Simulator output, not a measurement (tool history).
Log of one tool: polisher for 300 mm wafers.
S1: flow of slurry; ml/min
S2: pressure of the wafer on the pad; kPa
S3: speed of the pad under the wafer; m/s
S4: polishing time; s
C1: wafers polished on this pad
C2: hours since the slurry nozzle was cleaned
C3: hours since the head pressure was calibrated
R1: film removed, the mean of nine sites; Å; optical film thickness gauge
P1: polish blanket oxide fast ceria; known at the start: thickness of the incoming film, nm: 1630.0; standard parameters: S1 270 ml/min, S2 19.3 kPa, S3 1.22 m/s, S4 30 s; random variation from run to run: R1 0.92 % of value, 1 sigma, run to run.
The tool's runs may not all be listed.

| run | hour | S1 | S2 | S3 | S4 | C1 | C2 | C3 | R1 |
|---|---|---|---|---|---|---|---|---|---|
| 1 | 6.8 | 270 | 19.3 | 1.22 | 30 | 359 | 111.2 | 150.1 | 6709.9 |
| 2 | 12.9 | 270 | 19.3 | 1.22 | 30 | 420 | 117.3 | 156.2 | 6671.2 |
| 3 | 19.9 | 270 | 19.3 | 0.76 | 30 | 491 | 124.3 | 163.2 | 4198.5 |
| 4 | 25.0 | 270 | 30.3 | 1.22 | 30 | 542 | 129.4 | 168.3 | 10633.0 |
| 5 | 29.1 | 160 | 19.3 | 1.22 | 30 | 583 | 133.5 | 172.4 | 6241.1 |
| 6 | 35.4 | 270 | 19.3 | 1.22 | 30 | 647 | 139.8 | 178.7 | 6805.2 |
| 7 | 41.8 | 270 | 19.3 | 1.22 | 45 | 712 | 146.2 | 185.1 | 10103.0 |
| 8 | 46.8 | 270 | 19.3 | 1.22 | 30 | 762 | 151.2 | 190.1 | 6680.4 |
| 9 | 52.3 | 270 | 19.3 | 1.84 | 30 | 817 | 156.7 | 195.6 | 10106.0 |
| 10 | 58.5 | 270 | 19.3 | 0.82 | 43 | 880 | 162.9 | 201.8 | 6524.0 |
| 11 | 66.7 | 270 | 19.3 | 1.22 | 19 | 963 | 171.1 | 210.0 | 4285.3 |
| 12 | 71.6 | 160 | 26.9 | 1.22 | 30 | 1012 | 176.0 | 214.9 | 8676.4 |
| 13 | 77.4 | 360 | 19.3 | 1.74 | 30 | 1071 | 181.8 | 220.7 | 9886.4 |
| 14 | 83.7 | 270 | 11.7 | 1.22 | 30 | 1134 | 188.1 | 227.0 | 4060.0 |
| 15 | 89.9 | 270 | 19.3 | 1.22 | 30 | 1197 | 194.3 | 233.2 | 6667.4 |
| 16 | 97.1 | 425 | 19.3 | 1.22 | 30 | 1269 | 201.5 | 240.4 | 6992.5 |
| 17 | 105.5 | 270 | 19.3 | 1.22 | 30 | 1354 | 209.9 | 248.8 | 6699.0 |
| 18 | 110.2 | 270 | 19.3 | 1.22 | 30 | 1401 | 214.6 | 253.5 | 6567.6 |
| 19 | 115.4 | 270 | 19.3 | 1.22 | 30 | 1454 | 219.8 | 258.7 | 6460.9 |
| 20 | 122.9 | 270 | 19.3 | 1.22 | 30 | 1529 | 227.3 | 266.2 | 6441.7 |
| 21 | 128.0 | 270 | 19.3 | 1.22 | 30 | 1581 | 232.4 | 271.3 | 6509.4 |
|  | 131.0 | worn pad replaced by a new one |
| 22 | 135.3 | 270 | 19.3 | 1.22 | 30 | 44 | 239.7 | 278.6 | 6390.8 |
| 23 | 139.7 | 270 | 19.3 | 1.22 | 30 | 88 | 244.1 | 283.0 | 6420.6 |
| 24 | 147.6 | 270 | 19.3 | 1.22 | 30 | 168 | 252.0 | 290.9 | 6328.4 |
| 25 | 152.2 | 270 | 19.3 | 1.22 | 30 | 214 | 256.6 | 295.5 | 6344.7 |
| 26 | 157.3 | 270 | 19.3 | 1.22 | 30 | 265 | 261.7 | 300.6 | 6301.4 |
| 27 | 164.5 | 270 | 19.3 | 1.22 | 30 | 338 | 268.9 | 307.8 | 6255.5 |

What P1 gives has crept away from where it was. These 2 causes fit the log equally well, each at the size given:
A: head's pressure below its setpoint, % = 5.7
B: slurry flow missing at the pad, % = 37.3
The creep began at about hour 105.5.
Why every other cause is out:
removal rate lost through wear of the pad, %: serviced at hour 131.0, after the drift had started, without restoring the earlier output

The list below offers 4 check runs, each averaging the results of 5 wafers, and shows each result as a question mark. For which of them would the listed causes give clearly different results?
| check 1 | 171.7 | 270 | 19.3 | 1.22 | 37 |  |  |  | ? |
| check 2 | 171.7 | 160 | 19.3 | 1.22 | 30 |  |  |  | ? |
| check 3 | 171.7 | 270 | 19.3 | 0.90 | 30 |  |  |  | ? |
| check 4 | 171.7 | 270 | 12.4 | 1.22 | 30 |  |  |  | ? |

How each check would come out, cause by cause:
| check | result | if A | if B |
|---|---|---|---|
| check 1 | R1 | 7810.7 | 7810.9 |
| check 2 | R1 | 5918.6 | 5706.1 |
| check 3 | R1 | 4671.9 | 4672.0 |
| check 4 | R1 | 4071.2 | 4071.3 |
Gap, in per cent, between the two causes that each check separates least, read from the result that separates them most: check 1 0 %; check 2 3.66 %; check 3 0 %; check 4 0 %
The other checks would show nearly matching results whichever cause is true, so check 2 is the only one that separates the causes.

After running check 2, the following was obtained: R1 5673.4 Å. Which cause does this point to?

It was cause B: slurry flow missing at the pad, %.
